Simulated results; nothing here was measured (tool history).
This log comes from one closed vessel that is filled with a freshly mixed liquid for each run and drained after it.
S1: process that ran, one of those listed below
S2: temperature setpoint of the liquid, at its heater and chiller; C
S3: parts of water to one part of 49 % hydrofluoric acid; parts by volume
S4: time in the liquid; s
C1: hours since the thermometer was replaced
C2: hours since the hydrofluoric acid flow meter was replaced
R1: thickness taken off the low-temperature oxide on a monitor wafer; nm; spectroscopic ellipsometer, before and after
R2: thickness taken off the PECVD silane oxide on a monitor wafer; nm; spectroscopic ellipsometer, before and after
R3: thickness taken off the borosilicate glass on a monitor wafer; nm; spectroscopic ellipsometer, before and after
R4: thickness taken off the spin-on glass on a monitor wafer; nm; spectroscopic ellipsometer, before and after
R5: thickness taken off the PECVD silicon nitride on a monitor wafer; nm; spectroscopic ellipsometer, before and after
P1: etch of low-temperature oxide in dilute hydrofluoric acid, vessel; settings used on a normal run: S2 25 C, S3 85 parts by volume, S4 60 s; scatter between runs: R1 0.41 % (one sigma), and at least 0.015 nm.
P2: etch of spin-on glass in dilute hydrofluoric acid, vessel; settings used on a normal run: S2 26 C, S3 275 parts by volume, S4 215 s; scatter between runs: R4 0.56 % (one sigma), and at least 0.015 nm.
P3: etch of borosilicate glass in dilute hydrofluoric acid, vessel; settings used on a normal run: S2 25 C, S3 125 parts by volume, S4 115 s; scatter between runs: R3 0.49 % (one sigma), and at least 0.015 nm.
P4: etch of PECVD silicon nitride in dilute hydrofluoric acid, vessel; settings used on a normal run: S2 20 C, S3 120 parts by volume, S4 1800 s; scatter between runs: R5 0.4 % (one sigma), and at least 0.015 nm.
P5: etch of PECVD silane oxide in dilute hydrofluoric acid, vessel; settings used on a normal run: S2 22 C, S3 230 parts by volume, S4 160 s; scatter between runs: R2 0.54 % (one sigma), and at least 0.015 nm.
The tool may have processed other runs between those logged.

run,hour,S1,S2,S3,S4,C1,C2,R1,R2,R3,R4,R5
1,4.6,P1,25,85,60,1178.1,977.9,13.162,,,,
2,14.1,P5,22,230,160,1187.6,987.4,,17.549,,,
3,22.3,P5,22,230,265,1195.8,995.6,,29.54,,,
4,30.6,P1,17,85,60,1204.1,1003.9,9.4682,,,,
5,37.6,P3,25,125,115,1211.1,1010.9,,,21.755,,
6,46.1,P1,29.5,85,60,1219.6,1019.4,15.49,,,,
7,55,P2,26,275,215,1228.5,1028.3,,,,24.052,
8,64.5,P1,25,85,60,1238,1037.8,13.128,,,,
9,71.3,P5,22,230,160,1244.8,1044.6,,17.68,,,
10,80,P5,17,230,160,1253.5,1053.3,,14.673,,,
11,88.3,P1,25,85,60,1261.8,1061.6,12.994,,,,
12,94.8,P4,20,30,1800,1268.3,1068.1,,,,,136.75
13,99.9,P1,25,85,60,1273.4,1073.2,13.079,,,,
14,105.2,P5,22,325,160,1278.7,1078.5,,11.481,,,
15,115.2,P4,17,120,1800,1288.7,1088.5,,,,,28.935
16,122.6,P2,26,275,395,1296.1,1095.9,,,,44.586,
17,128.7,P1,25,85,60,1302.2,1102,13.103,,,,
18,138.4,P1,25,85,60,1311.9,1111.7,13.135,,,,
19,143.8,P4,20,120,1800,1317.3,1117.1,,,,,35.28
20,153.3,P1,25,125,60,1326.8,1126.6,8.4667,,,,
21,160.1,P1,25,85,60,1333.6,1133.4,13.052,,,,
22,169.4,P2,26,475,215,1342.9,1142.7,,,,11.718,
23,176.3,P1,25,85,30,1349.8,1149.6,6.6005,,,,
24,181.7,P4,20,120,3130,1355.2,1155,,,,,61.764
25,187.4,P4,20,120,1800,1360.9,1160.7,,,,,35.326
26,192.2,P1,17.5,85,95,1365.7,1165.5,15.217,,,,
27,202.1,P3,25,40,115,1375.6,1175.4,,,75.809,,
28,209.6,P1,30,85,105,1383.1,1182.9,27.844,,,,
29,214.8,P3,17,125,115,1388.3,1188.1,,,15.739,,
30,221.3,P1,25,45,60,1394.8,1194.6,26.085,,,,
31,229.3,P1,25,85,90,1402.8,1202.6,19.591,,,,
32,236.5,P3,25,125,30,1410,1209.8,,,5.6833,,
33,246.5,P2,18.5,275,215,1420,1219.8,,,,18.688,

Predict the results of run 34:
34,251.2,P1,25,85,60,1424.7,1224.5,?,,,,

R1: 13.082 nm

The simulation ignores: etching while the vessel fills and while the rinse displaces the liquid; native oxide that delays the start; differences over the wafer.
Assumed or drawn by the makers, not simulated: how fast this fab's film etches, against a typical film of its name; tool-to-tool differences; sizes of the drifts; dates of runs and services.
